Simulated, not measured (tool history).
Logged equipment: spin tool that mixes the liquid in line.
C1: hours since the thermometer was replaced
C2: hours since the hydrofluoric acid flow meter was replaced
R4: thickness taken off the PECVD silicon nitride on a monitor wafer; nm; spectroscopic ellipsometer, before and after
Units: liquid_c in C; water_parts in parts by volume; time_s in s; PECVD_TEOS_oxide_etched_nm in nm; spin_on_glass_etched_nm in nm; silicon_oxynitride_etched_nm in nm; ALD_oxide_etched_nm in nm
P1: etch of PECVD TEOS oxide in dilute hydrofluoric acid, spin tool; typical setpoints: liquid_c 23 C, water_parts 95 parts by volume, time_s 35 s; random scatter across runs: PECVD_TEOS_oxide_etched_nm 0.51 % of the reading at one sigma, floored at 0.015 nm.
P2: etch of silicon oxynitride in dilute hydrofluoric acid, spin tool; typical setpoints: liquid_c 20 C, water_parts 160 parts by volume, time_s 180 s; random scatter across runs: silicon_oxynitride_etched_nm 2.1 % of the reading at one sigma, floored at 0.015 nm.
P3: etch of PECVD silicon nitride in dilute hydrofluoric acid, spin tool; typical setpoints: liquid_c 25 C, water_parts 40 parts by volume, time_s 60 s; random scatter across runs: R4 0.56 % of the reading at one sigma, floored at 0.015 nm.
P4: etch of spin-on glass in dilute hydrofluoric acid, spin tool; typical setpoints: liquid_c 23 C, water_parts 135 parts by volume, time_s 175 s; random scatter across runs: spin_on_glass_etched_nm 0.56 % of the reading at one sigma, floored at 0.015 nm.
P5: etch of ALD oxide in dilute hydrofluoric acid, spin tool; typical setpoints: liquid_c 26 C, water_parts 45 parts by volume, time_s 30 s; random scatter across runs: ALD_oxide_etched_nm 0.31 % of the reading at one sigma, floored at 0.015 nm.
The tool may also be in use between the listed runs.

run 1 hour=4.5 | process=P1 liquid_c=23 water_parts=95 time_s=35 | C1=1418.7 C2=344.5 | PECVD_TEOS_oxide_etched_nm=4.8588
run 2 hour=9.7 | process=P4 liquid_c=23 water_parts=225 time_s=175 | C1=1423.9 C2=349.7 | spin_on_glass_etched_nm=22.035
run 3 hour=14.5 | process=P2 liquid_c=20 water_parts=160 time_s=180 | C1=1428.7 C2=354.5 | silicon_oxynitride_etched_nm=1.3312
run 4 hour=17.2 | process=P1 liquid_c=23 water_parts=95 time_s=35 | C1=1431.4 C2=357.2 | PECVD_TEOS_oxide_etched_nm=4.9221
run 5 hour=22.7 | process=P1 liquid_c=27.5 water_parts=95 time_s=35 | C1=1436.9 C2=362.7 | PECVD_TEOS_oxide_etched_nm=5.8662
run 6 hour=27.2 | process=P3 liquid_c=25 water_parts=40 time_s=60 | C1=1441.4 C2=367.2 | R4=4.0637
run 7 hour=31 | process=P1 liquid_c=23 water_parts=140 time_s=15 | C1=1445.2 C2=371 | PECVD_TEOS_oxide_etched_nm=1.3728
run 8 hour=36.2 | process=P1 liquid_c=23 water_parts=170 time_s=35 | C1=1450.4 C2=376.2 | PECVD_TEOS_oxide_etched_nm=2.5127
run 9 hour=41.7 | process=P5 liquid_c=26 water_parts=45 time_s=15 | C1=1455.9 C2=381.7 | ALD_oxide_etched_nm=5.4603
run 10 hour=46.8 | process=P1 liquid_c=23 water_parts=95 time_s=35 | C1=1461 C2=386.8 | PECVD_TEOS_oxide_etched_nm=4.8949
run 11 hour=50.9 | process=P2 liquid_c=17 water_parts=160 time_s=180 | C1=1465.1 C2=390.9 | silicon_oxynitride_etched_nm=1.164
run 12 hour=55.6 | process=P1 liquid_c=17.5 water_parts=95 time_s=35 | C1=1469.8 C2=395.6 | PECVD_TEOS_oxide_etched_nm=3.8778
run 13 hour=59.2 | process=P3 liquid_c=29 water_parts=40 time_s=60 | C1=1473.4 C2=399.2 | R4=5.3498
run 14 hour=64.3 | process=P3 liquid_c=25 water_parts=40 time_s=15 | C1=1478.5 C2=404.3 | R4=1.0379
run 15 hour=67.5 | process=P5 liquid_c=26 water_parts=20 time_s=30 | C1=1481.7 C2=407.5 | ALD_oxide_etched_nm=25.546
run 16 hour=71.8 | process=P2 liquid_c=20 water_parts=160 time_s=180 | C1=1486 C2=411.8 | silicon_oxynitride_etched_nm=1.3168
run 17 hour=74.7 | process=P1 liquid_c=23 water_parts=95 time_s=15 | C1=1488.9 C2=414.7 | PECVD_TEOS_oxide_etched_nm=2.133
run 18 hour=77.9 | process=P1 liquid_c=23 water_parts=95 time_s=35 | C1=1492.1 C2=417.9 | PECVD_TEOS_oxide_etched_nm=4.8824
run 19 hour=81.6 | process=P5 liquid_c=26 water_parts=45 time_s=30 | C1=1495.8 C2=421.6 | ALD_oxide_etched_nm=10.986
run 20 hour=84.8 | process=P1 liquid_c=23 water_parts=95 time_s=65 | C1=1499 C2=424.8 | PECVD_TEOS_oxide_etched_nm=9.1019
run 21 hour=89.1 | process=P1 liquid_c=23 water_parts=95 time_s=35 | C1=1503.3 C2=429.1 | PECVD_TEOS_oxide_etched_nm=4.8987
run 22 hour=92.1 | process=P2 liquid_c=20 water_parts=285 time_s=180 | C1=1506.3 C2=432.1 | silicon_oxynitride_etched_nm=0.66726
run 23 hour=97.4 | process=P1 liquid_c=23 water_parts=155 time_s=15 | C1=1511.6 C2=437.4 | PECVD_TEOS_oxide_etched_nm=1.2038
run 24 hour=102.3 | process=P5 liquid_c=21 water_parts=45 time_s=30 | C1=1516.5 C2=442.3 | ALD_oxide_etched_nm=8.9484
run 25 hour=105.4 | process=P1 liquid_c=23 water_parts=95 time_s=35 | C1=1519.6 C2=445.4 | PECVD_TEOS_oxide_etched_nm=4.9114
run 26 hour=108.9 | process=P1 liquid_c=17 water_parts=95 time_s=15 | C1=1523.1 C2=448.9 | PECVD_TEOS_oxide_etched_nm=1.6631
run 27 hour=113.8 | process=P4 liquid_c=17 water_parts=135 time_s=175 | C1=1528 C2=453.8 | spin_on_glass_etched_nm=31.534
run 28 hour=118.2 | process=P4 liquid_c=23 water_parts=135 time_s=300 | C1=1532.4 C2=458.2 | spin_on_glass_etched_nm=69.779
run 29 hour=123.6 | process=P3 liquid_c=25 water_parts=65 time_s=60 | C1=1537.8 C2=463.6 | R4=2.5449
run 30 hour=126.6 | process=P1 liquid_c=23 water_parts=40 time_s=35 | C1=1540.8 C2=466.6 | PECVD_TEOS_oxide_etched_nm=12.542
run 31 hour=129.4 | process=P4 liquid_c=23 water_parts=135 time_s=175 | C1=1543.6 C2=469.4 | spin_on_glass_etched_nm=40.947
run 32 hour=134.1 | process=P2 liquid_c=20 water_parts=160 time_s=365 | C1=1548.3 C2=474.1 | silicon_oxynitride_etched_nm=2.597
run 33 hour=138.6 | process=P3 liquid_c=25 water_parts=40 time_s=60 | C1=1552.8 C2=478.6 | R4=4.0817
run 34 hour=142.1 | process=P1 liquid_c=23 water_parts=95 time_s=35 | C1=1556.3 C2=482.1 | PECVD_TEOS_oxide_etched_nm=4.8924
run 35 hour=146.3 | process=P1 liquid_c=23 water_parts=95 time_s=35 | C1=1560.5 C2=486.3 | PECVD_TEOS_oxide_etched_nm=5.0784
run 36 hour=149.9 | process=P1 liquid_c=23 water_parts=95 time_s=35 | C1=1564.1 C2=489.9 | PECVD_TEOS_oxide_etched_nm=5.1691
run 37 hour=155.6 | process=P1 liquid_c=23 water_parts=95 time_s=35 | C1=1569.8 C2=495.6 | PECVD_TEOS_oxide_etched_nm=5.259
run 38 hour=159.5 | process=P1 liquid_c=23 water_parts=95 time_s=35 | C1=1573.7 C2=499.5 | PECVD_TEOS_oxide_etched_nm=5.2867
run 39 hour=164.8 | process=P1 liquid_c=23 water_parts=95 time_s=35 | C1=1579 C2=504.8 | PECVD_TEOS_oxide_etched_nm=5.2872
run 40 hour=169.4 | process=P1 liquid_c=23 water_parts=95 time_s=35 | C1=1583.6 C2=509.4 | PECVD_TEOS_oxide_etched_nm=5.2548

Something has made what P1 gives creep away from where it was; the 2 causes below, each at its own stated size, fit the log equally well:
A: hydrofluoric acid flow above the setpoint (%) = 6.65
B: liquid hotter than its thermometer reads (K) = 1.8
The creep began at about hour 142.1.

The check runs listed below each take one wafer, and their results are still question marks. Under which run would the listed causes lead to clearly different results?
run check 1 hour=174 | process=P4 liquid_c=23 water_parts=135 time_s=175 | spin_on_glass_etched_nm=?
run check 2 hour=174 | process=P3 liquid_c=25 water_parts=40 time_s=60 | R4=?
run check 3 hour=174 | process=P2 liquid_c=20 water_parts=160 time_s=180 | silicon_oxynitride_etched_nm=?
run check 4 hour=174 | process=P5 liquid_c=26 water_parts=45 time_s=30 | ALD_oxide_etched_nm=?

If the cause were each of the candidates in turn, the checks would give the following:
check=check_1 result=spin_on_glass_etched_nm if_A=43.839 if_B=43.644
check=check_2 result=R4 if_A=4.3237 if_B=4.5804
check=check_3 result=silicon_oxynitride_etched_nm if_A=1.3958 if_B=1.4145
check=check_4 result=ALD_oxide_etched_nm if_A=11.737 if_B=11.788
Gap, in per cent, between the two causes that each check separates least, read from the result that separates them most: check 1 0.44 %; check 2 5.77 %; check 3 1.33 %; check 4 0.43 %
Only in check 2 would the causes give clearly different results; in the remaining checks their results would be nearly the same.

Here is what check 2 returned: R4 4.2997 nm. Which cause is it?

The correct cause is A, namely: hydrofluoric acid flow above the setpoint (%).
